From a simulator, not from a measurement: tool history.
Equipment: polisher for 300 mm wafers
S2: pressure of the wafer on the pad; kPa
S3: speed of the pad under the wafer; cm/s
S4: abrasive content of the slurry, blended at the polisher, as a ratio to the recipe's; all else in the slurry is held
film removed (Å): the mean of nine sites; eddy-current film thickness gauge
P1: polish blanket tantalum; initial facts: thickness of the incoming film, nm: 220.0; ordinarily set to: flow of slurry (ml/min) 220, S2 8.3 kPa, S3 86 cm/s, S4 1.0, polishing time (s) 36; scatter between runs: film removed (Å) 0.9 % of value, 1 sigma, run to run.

{"run": 1, "hour": 3.1, "flow of slurry (ml/min)": 220, "S2": 8.3, "S3": 86, "S4": 1.0, "polishing time (s)": 36, "film removed (Å)": 309.51}
{"run": 2, "hour": 9.2, "flow of slurry (ml/min)": 220, "S2": 8.3, "S3": 86, "S4": 1.0, "polishing time (s)": 36, "film removed (Å)": 304.39}
{"run": 3, "hour": 13.1, "flow of slurry (ml/min)": 220, "S2": 8.3, "S3": 44, "S4": 1.0, "polishing time (s)": 36, "film removed (Å)": 156.26}
{"run": 4, "hour": 16.2, "flow of slurry (ml/min)": 220, "S2": 8.3, "S3": 134, "S4": 1.0, "polishing time (s)": 36, "film removed (Å)": 476.28}
{"run": 5, "hour": 21.4, "flow of slurry (ml/min)": 220, "S2": 8.3, "S3": 86, "S4": 1.3, "polishing time (s)": 36, "film removed (Å)": 325.14}
{"run": 6, "hour": 27.4, "flow of slurry (ml/min)": 275, "S2": 8.3, "S3": 86, "S4": 1.0, "polishing time (s)": 36, "film removed (Å)": 312.55}
{"run": 7, "hour": 31.3, "flow of slurry (ml/min)": 220, "S2": 8.3, "S3": 86, "S4": 0.6, "polishing time (s)": 36, "film removed (Å)": 253.65}
{"run": 8, "hour": 36.2, "flow of slurry (ml/min)": 220, "S2": 8.3, "S3": 86, "S4": 1.0, "polishing time (s)": 36, "film removed (Å)": 306.12}
{"run": 9, "hour": 40.3, "flow of slurry (ml/min)": 220, "S2": 8.3, "S3": 86, "S4": 1.0, "polishing time (s)": 56, "film removed (Å)": 473.57}
{"run": 10, "hour": 43.4, "flow of slurry (ml/min)": 220, "S2": 4.8, "S3": 86, "S4": 1.0, "polishing time (s)": 36, "film removed (Å)": 177.64}
{"run": 11, "hour": 47.1, "flow of slurry (ml/min)": 220, "S2": 5.5, "S3": 86, "S4": 1.0, "polishing time (s)": 16, "film removed (Å)": 89.221}
{"run": 12, "hour": 52.6, "flow of slurry (ml/min)": 220, "S2": 10.3, "S3": 86, "S4": 1.0, "polishing time (s)": 36, "film removed (Å)": 379.89}
{"run": 13, "hour": 56.4, "flow of slurry (ml/min)": 220, "S2": 8.3, "S3": 86, "S4": 1.0, "polishing time (s)": 36, "film removed (Å)": 306.93}
{"run": 14, "hour": 60.2, "flow of slurry (ml/min)": 220, "S2": 8.3, "S3": 86, "S4": 1.0, "polishing time (s)": 36, "film removed (Å)": 304.32}
{"run": 15, "hour": 63.4, "flow of slurry (ml/min)": 130, "S2": 8.3, "S3": 86, "S4": 1.0, "polishing time (s)": 36, "film removed (Å)": 286.33}
{"hour": 68.5, "done": "slurry nozzle cleaned"}
{"run": 16, "hour": 68.6, "flow of slurry (ml/min)": 220, "S2": 8.3, "S3": 86, "S4": 1.0, "polishing time (s)": 21, "film removed (Å)": 180.47}
{"run": 17, "hour": 73.6, "flow of slurry (ml/min)": 220, "S2": 8.3, "S3": 86, "S4": 1.0, "polishing time (s)": 36, "film removed (Å)": 310.47}
{"run": 18, "hour": 80.1, "flow of slurry (ml/min)": 220, "S2": 8.3, "S3": 86, "S4": 1.0, "polishing time (s)": 36, "film removed (Å)": 307.7}
{"run": 19, "hour": 84.1, "flow of slurry (ml/min)": 220, "S2": 8.3, "S3": 86, "S4": 1.0, "polishing time (s)": 36, "film removed (Å)": 293.33}
{"run": 20, "hour": 87.3, "flow of slurry (ml/min)": 220, "S2": 8.3, "S3": 86, "S4": 1.0, "polishing time (s)": 36, "film removed (Å)": 283.72}
{"hour": 91.1, "done": "head pressure recalibrated"}
{"run": 21, "hour": 92.5, "flow of slurry (ml/min)": 220, "S2": 8.3, "S3": 86, "S4": 1.0, "polishing time (s)": 36, "film removed (Å)": 278.62}
{"hour": 93.6, "done": "slurry nozzle cleaned"}
{"run": 22, "hour": 97.4, "flow of slurry (ml/min)": 220, "S2": 8.3, "S3": 86, "S4": 1.0, "polishing time (s)": 36, "film removed (Å)": 276.28}
{"run": 23, "hour": 102.3, "flow of slurry (ml/min)": 220, "S2": 8.3, "S3": 86, "S4": 1.0, "polishing time (s)": 36, "film removed (Å)": 270.86}

Expected results for the next run?
{"run": 24, "hour": 108.0, "flow of slurry (ml/min)": 220, "S2": 8.3, "S3": 86, "S4": 1.0, "polishing time (s)": 36, "film removed (Å)": "?"}

{"run 24": {"film removed (Å)": 272.47}}

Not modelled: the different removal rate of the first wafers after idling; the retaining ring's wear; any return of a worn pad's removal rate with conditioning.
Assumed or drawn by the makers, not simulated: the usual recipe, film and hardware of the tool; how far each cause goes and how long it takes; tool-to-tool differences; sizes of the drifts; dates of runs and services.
